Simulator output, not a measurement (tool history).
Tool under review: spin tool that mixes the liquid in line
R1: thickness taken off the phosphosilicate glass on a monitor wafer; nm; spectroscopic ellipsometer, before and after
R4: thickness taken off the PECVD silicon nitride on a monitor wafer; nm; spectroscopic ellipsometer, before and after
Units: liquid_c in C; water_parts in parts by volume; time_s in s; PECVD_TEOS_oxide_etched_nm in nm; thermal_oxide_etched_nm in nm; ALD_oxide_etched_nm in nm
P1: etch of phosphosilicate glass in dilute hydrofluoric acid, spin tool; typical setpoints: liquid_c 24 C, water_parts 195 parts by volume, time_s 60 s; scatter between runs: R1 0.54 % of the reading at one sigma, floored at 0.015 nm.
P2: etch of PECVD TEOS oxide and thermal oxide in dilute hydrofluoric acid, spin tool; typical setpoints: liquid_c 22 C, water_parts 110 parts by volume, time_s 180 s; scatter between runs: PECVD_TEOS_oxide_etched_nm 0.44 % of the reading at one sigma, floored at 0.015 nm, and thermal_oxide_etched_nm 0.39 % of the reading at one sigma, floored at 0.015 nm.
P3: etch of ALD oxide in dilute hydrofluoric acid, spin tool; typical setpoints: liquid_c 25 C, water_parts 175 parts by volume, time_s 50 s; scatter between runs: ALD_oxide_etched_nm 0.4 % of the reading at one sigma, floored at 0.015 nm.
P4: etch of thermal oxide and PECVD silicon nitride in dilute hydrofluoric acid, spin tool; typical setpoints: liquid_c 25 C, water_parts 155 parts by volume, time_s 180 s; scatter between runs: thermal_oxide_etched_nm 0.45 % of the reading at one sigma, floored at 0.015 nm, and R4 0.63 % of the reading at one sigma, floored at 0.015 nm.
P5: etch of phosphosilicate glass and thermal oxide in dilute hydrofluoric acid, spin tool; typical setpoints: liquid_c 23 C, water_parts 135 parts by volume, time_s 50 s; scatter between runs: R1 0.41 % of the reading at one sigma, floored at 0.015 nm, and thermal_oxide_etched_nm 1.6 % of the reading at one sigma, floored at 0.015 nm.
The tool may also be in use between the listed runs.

run 1 hour=2.6 | process=P1 liquid_c=24 water_parts=195 time_s=60 | R1=30.497
run 2 hour=5.1 | process=P1 liquid_c=24 water_parts=195 time_s=60 | R1=30.327
run 3 hour=9.6 | process=P1 liquid_c=24 water_parts=305 time_s=60 | R1=17.475
run 4 hour=13 | process=P2 liquid_c=22 water_parts=110 time_s=15 | PECVD_TEOS_oxide_etched_nm=1.1003 thermal_oxide_etched_nm=0.58355
run 5 hour=15.6 | process=P1 liquid_c=24 water_parts=195 time_s=60 | R1=30.937
run 6 hour=18.7 | process=P1 liquid_c=24 water_parts=195 time_s=15 | R1=7.7072
run 7 hour=22.6 | process=P4 liquid_c=25 water_parts=95 time_s=180 | thermal_oxide_etched_nm=9.5592 R4=7.7233
run 8 hour=27.9 | process=P2 liquid_c=22 water_parts=175 time_s=180 | PECVD_TEOS_oxide_etched_nm=7.4743 thermal_oxide_etched_nm=4.0427
run 9 hour=30.8 | process=P1 liquid_c=24 water_parts=120 time_s=60 | R1=53.809
run 10 hour=35.7 | process=P5 liquid_c=23 water_parts=135 time_s=50 | R1=25.553 thermal_oxide_etched_nm=1.5988
run 11 hour=39.1 | process=P1 liquid_c=24 water_parts=195 time_s=60 | R1=30.525
run 12 hour=43.3 | process=P4 liquid_c=25 water_parts=155 time_s=180 | thermal_oxide_etched_nm=5.5215 R4=4.7171
run 13 hour=47.4 | process=P5 liquid_c=23 water_parts=135 time_s=50 | R1=25.718 thermal_oxide_etched_nm=1.7065
run 14 hour=51.5 | process=P2 liquid_c=22 water_parts=110 time_s=180 | PECVD_TEOS_oxide_etched_nm=12.853 thermal_oxide_etched_nm=6.9203
run 15 hour=56.4 | process=P1 liquid_c=24 water_parts=105 time_s=90 | R1=94.564
-- hour=58.1 thermometer replaced
run 16 hour=61.3 | process=P3 liquid_c=25 water_parts=260 time_s=50 | ALD_oxide_etched_nm=5.3176
run 17 hour=63.7 | process=P2 liquid_c=17 water_parts=110 time_s=180 | PECVD_TEOS_oxide_etched_nm=10.519 thermal_oxide_etched_nm=5.6788
run 18 hour=67.9 | process=P3 liquid_c=32.5 water_parts=175 time_s=50 | ALD_oxide_etched_nm=11.303
run 19 hour=70.3 | process=P3 liquid_c=25 water_parts=175 time_s=50 | ALD_oxide_etched_nm=8.6321
run 20 hour=73.2 | process=P4 liquid_c=25 water_parts=155 time_s=345 | thermal_oxide_etched_nm=10.461 R4=9.1281
run 21 hour=77.5 | process=P1 liquid_c=24 water_parts=195 time_s=60 | R1=30.834
run 22 hour=82.9 | process=P3 liquid_c=25 water_parts=175 time_s=100 | ALD_oxide_etched_nm=17.413
run 23 hour=85.6 | process=P4 liquid_c=33 water_parts=155 time_s=180 | thermal_oxide_etched_nm=7.3715 R4=7.7023
run 24 hour=88.4 | process=P3 liquid_c=25 water_parts=175 time_s=50 | ALD_oxide_etched_nm=8.6064
run 25 hour=92.4 | process=P1 liquid_c=28.5 water_parts=195 time_s=60 | R1=35.948
run 26 hour=96.5 | process=P1 liquid_c=17.5 water_parts=195 time_s=60 | R1=23.884
run 27 hour=100.4 | process=P1 liquid_c=24 water_parts=195 time_s=115 | R1=58.114
-- hour=100.6 hydrofluoric acid flow meter replaced
run 28 hour=105.5 | process=P5 liquid_c=23 water_parts=135 time_s=15 | R1=7.682 thermal_oxide_etched_nm=0.52085
run 29 hour=109 | process=P5 liquid_c=23 water_parts=25 time_s=50 | R1=157.96 thermal_oxide_etched_nm=9.9894
run 30 hour=113.4 | process=P5 liquid_c=30.5 water_parts=135 time_s=50 | R1=34.144 thermal_oxide_etched_nm=2.2045
run 31 hour=115.8 | process=P1 liquid_c=24 water_parts=195 time_s=60 | R1=30.617
run 32 hour=118.3 | process=P1 liquid_c=24 water_parts=195 time_s=60 | R1=30.158
run 33 hour=122.4 | process=P1 liquid_c=24 water_parts=195 time_s=60 | R1=29.104
run 34 hour=127.5 | process=P1 liquid_c=24 water_parts=195 time_s=60 | R1=28.835
run 35 hour=132.3 | process=P1 liquid_c=24 water_parts=195 time_s=60 | R1=28.819
run 36 hour=134.9 | process=P1 liquid_c=24 water_parts=195 time_s=60 | R1=28.516
run 37 hour=138.8 | process=P1 liquid_c=24 water_parts=195 time_s=60 | R1=28.476

What P1 gives has crept off from where it sat before. The 2 causes that follow fit the log equally well, each at the size noted:
A: liquid colder than its thermometer reads (K) = 1.74
B: hydrofluoric acid flow below the setpoint (%) = 5.2
Creep in the process output first set in at about hour 115.8.

4 check runs are offered, one wafer each, their results left as question marks. Which one tells the causes apart?
run check 1 hour=142.7 | process=P2 liquid_c=17 water_parts=145 time_s=180 | PECVD_TEOS_oxide_etched_nm=? thermal_oxide_etched_nm=?
run check 2 hour=142.7 | process=P5 liquid_c=30 water_parts=95 time_s=50 | R1=? thermal_oxide_etched_nm=?
run check 3 hour=142.7 | process=P3 liquid_c=25 water_parts=175 time_s=95 | ALD_oxide_etched_nm=?
run check 4 hour=142.7 | process=P4 liquid_c=33 water_parts=155 time_s=180 | thermal_oxide_etched_nm=? R4=?

What every check run would give for each of its results, assuming each possible cause in turn:
check=check_1 result=PECVD_TEOS_oxide_etched_nm if_A=7.1548 if_B=7.2342
check=check_1 result=thermal_oxide_etched_nm if_A=3.8479 if_B=3.8906
check=check_2 result=R1 if_A=46.89 if_B=47.137
check=check_2 result=thermal_oxide_etched_nm if_A=3.023 if_B=3.039
check=check_3 result=ALD_oxide_etched_nm if_A=15.418 if_B=15.435
check=check_4 result=thermal_oxide_etched_nm if_A=6.8854 if_B=6.8564
check=check_4 result=R4 if_A=6.9944 if_B=7.3477
Per-check spread between the two closest causes, in the result where they differ most: check 1 1.1 %; check 2 0.53 %; check 3 0.11 %; check 4 4.93 %
Only check 4 tells the causes apart: in the others they would give nearly the same result.

Here is what check 4 returned: thermal_oxide_etched_nm 6.918 nm; R4 6.9963 nm. Which cause is it?

The correct cause is A, namely: liquid colder than its thermometer reads (K).

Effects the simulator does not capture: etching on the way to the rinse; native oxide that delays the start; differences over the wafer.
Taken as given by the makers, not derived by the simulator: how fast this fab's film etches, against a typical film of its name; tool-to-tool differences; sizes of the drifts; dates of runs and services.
